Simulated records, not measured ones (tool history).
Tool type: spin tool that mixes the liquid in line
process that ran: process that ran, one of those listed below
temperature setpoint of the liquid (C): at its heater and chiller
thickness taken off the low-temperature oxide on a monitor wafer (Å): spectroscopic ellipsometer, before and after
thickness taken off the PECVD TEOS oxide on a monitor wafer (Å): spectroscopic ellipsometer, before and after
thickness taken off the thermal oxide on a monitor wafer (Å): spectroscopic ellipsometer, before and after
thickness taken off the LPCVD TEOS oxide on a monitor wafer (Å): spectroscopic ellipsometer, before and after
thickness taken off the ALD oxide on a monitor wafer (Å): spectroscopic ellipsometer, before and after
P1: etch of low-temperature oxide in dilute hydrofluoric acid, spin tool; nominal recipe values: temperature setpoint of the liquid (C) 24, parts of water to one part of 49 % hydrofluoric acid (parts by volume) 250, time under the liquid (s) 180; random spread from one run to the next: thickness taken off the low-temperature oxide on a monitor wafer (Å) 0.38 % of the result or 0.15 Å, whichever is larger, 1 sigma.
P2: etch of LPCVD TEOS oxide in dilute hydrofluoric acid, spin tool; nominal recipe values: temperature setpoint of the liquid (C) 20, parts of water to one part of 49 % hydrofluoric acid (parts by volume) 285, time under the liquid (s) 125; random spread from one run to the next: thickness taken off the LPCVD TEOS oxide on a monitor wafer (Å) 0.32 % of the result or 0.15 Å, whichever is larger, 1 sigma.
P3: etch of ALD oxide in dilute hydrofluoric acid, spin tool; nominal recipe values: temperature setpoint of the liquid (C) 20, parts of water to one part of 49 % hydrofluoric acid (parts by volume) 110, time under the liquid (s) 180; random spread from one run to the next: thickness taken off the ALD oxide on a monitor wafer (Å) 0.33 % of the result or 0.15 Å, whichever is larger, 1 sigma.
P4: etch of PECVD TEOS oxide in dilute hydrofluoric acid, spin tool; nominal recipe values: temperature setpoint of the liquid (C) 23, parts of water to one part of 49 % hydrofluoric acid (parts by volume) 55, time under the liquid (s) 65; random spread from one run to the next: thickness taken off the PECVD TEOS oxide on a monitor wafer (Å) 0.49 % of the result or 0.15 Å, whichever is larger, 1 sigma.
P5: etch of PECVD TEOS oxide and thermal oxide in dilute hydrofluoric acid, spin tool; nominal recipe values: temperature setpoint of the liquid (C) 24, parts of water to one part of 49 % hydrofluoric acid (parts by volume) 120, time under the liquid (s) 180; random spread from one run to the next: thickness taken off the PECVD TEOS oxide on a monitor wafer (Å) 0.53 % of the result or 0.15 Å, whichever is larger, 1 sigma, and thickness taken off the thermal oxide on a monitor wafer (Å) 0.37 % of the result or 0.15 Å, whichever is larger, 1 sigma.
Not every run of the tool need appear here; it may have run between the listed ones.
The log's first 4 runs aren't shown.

run,day,process that ran,temperature setpoint of the liquid (C),parts of water to one part of 49 % hydrofluoric acid (parts by volume),time under the liquid (s),thickness taken off the low-temperature oxide on a monitor wafer (Å),thickness taken off the PECVD TEOS oxide on a monitor wafer (Å),thickness taken off the thermal oxide on a monitor wafer (Å),thickness taken off the LPCVD TEOS oxide on a monitor wafer (Å),thickness taken off the ALD oxide on a monitor wafer (Å)
5,3.046,P3,20,110,335,,,,,258.07
6,3.462,P4,23,20,65,,556.61,,,
7,4.167,P4,23,55,35,,102.7,,,
8,4.771,P3,20,110,180,,,,,139.36
9,5.458,P4,17,55,65,,148.3,,,
10,5.812,P1,31.5,345,180,149.63,,,,
11,6.429,P5,24,120,180,,291.39,65.852,,
12,7.108,P3,20,195,180,,,,,72.066
13,7.854,P1,20.5,250,30,25.807,,,,
14,8.525,P1,29.5,250,180,214.53,,,,
15,8.925,P5,24,180,180,,181.88,41.235,,
16,9.288,P2,20,285,200,,,,151.12,
17,9.996,P1,24,250,180,176.16,,,,
18,10.358,P3,26.5,110,180,,,,,179.33
19,10.738,P5,24,120,100,,161.5,36.616,,
20,11.275,P3,20,110,180,,,,,139.4

Run 21 has not been measured yet. What should we expect?
21,11.967,P1,24,85,180,?,,,,

thickness taken off the low-temperature oxide on a monitor wafer (Å): 626.98
